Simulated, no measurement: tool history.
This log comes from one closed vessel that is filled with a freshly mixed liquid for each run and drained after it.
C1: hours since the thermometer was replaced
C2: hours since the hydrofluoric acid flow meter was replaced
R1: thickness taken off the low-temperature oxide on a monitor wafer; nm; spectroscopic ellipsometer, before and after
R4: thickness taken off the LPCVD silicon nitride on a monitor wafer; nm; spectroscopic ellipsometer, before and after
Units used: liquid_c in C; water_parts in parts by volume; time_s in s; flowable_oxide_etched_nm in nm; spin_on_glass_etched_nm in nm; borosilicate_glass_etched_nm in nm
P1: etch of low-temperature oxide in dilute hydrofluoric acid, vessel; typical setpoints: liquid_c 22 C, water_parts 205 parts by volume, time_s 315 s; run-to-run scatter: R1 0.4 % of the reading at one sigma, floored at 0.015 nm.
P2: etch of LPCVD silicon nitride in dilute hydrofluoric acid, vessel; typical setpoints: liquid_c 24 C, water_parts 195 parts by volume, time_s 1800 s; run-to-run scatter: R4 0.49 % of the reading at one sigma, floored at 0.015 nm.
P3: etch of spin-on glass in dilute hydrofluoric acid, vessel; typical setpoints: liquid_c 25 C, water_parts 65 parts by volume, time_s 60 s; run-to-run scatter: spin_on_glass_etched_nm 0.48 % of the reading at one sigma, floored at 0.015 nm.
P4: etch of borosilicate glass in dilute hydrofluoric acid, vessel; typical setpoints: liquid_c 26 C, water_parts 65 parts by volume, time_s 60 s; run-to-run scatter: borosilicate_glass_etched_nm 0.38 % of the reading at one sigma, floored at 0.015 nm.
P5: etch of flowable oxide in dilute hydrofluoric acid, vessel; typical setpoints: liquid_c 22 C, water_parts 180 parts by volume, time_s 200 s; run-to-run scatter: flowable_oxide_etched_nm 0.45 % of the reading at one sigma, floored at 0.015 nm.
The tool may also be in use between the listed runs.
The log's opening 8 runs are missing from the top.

run 9 hour=122.8 | process=P2 liquid_c=24 water_parts=195 time_s=1800 | C1=1935.3 C2=326.5 | R4=4.3453
run 10 hour=136.3 | process=P2 liquid_c=19.5 water_parts=195 time_s=1800 | C1=1948.8 C2=340 | R4=3.301
run 11 hour=147.3 | process=P4 liquid_c=26 water_parts=65 time_s=30 | C1=1959.8 C2=351 | borosilicate_glass_etched_nm=20.3
run 12 hour=161.2 | process=P3 liquid_c=29 water_parts=65 time_s=60 | C1=1973.7 C2=364.9 | spin_on_glass_etched_nm=73.431
run 13 hour=171.6 | process=P5 liquid_c=22 water_parts=315 time_s=200 | C1=1984.1 C2=375.3 | flowable_oxide_etched_nm=16.397
run 14 hour=184.8 | process=P1 liquid_c=22 water_parts=205 time_s=315 | C1=1997.3 C2=388.5 | R1=20.336
run 15 hour=203 | process=P1 liquid_c=17 water_parts=205 time_s=315 | C1=2015.5 C2=406.7 | R1=16.888
run 16 hour=211.1 | process=P5 liquid_c=22 water_parts=180 time_s=30 | C1=2023.6 C2=414.8 | flowable_oxide_etched_nm=4.9477
run 17 hour=225.1 | process=P1 liquid_c=22 water_parts=205 time_s=630 | C1=2037.6 C2=428.8 | R1=41.134
run 18 hour=235.8 | process=P1 liquid_c=18.5 water_parts=205 time_s=535 | C1=2048.3 C2=439.5 | R1=30.612
run 19 hour=253 | process=P4 liquid_c=34 water_parts=65 time_s=60 | C1=2065.5 C2=456.7 | borosilicate_glass_etched_nm=55.077
run 20 hour=260.9 | process=P1 liquid_c=22 water_parts=300 time_s=315 | C1=2073.4 C2=464.6 | R1=12.72
run 21 hour=277 | process=P1 liquid_c=22 water_parts=205 time_s=315 | C1=2089.5 C2=480.7 | R1=20.574
run 22 hour=290.6 | process=P2 liquid_c=24 water_parts=195 time_s=1800 | C1=2103.1 C2=494.3 | R4=4.3915
run 23 hour=305.3 | process=P1 liquid_c=22 water_parts=205 time_s=170 | C1=2117.8 C2=509 | R1=11.003

Run 24, settings as shown, results not yet in. Your forecast:
run 24 hour=315.1 | process=P3 liquid_c=25 water_parts=65 time_s=120 | C1=2127.6 C2=518.8 | spin_on_glass_etched_nm=?

{"run 24": {"spin_on_glass_etched_nm": 124.96}}
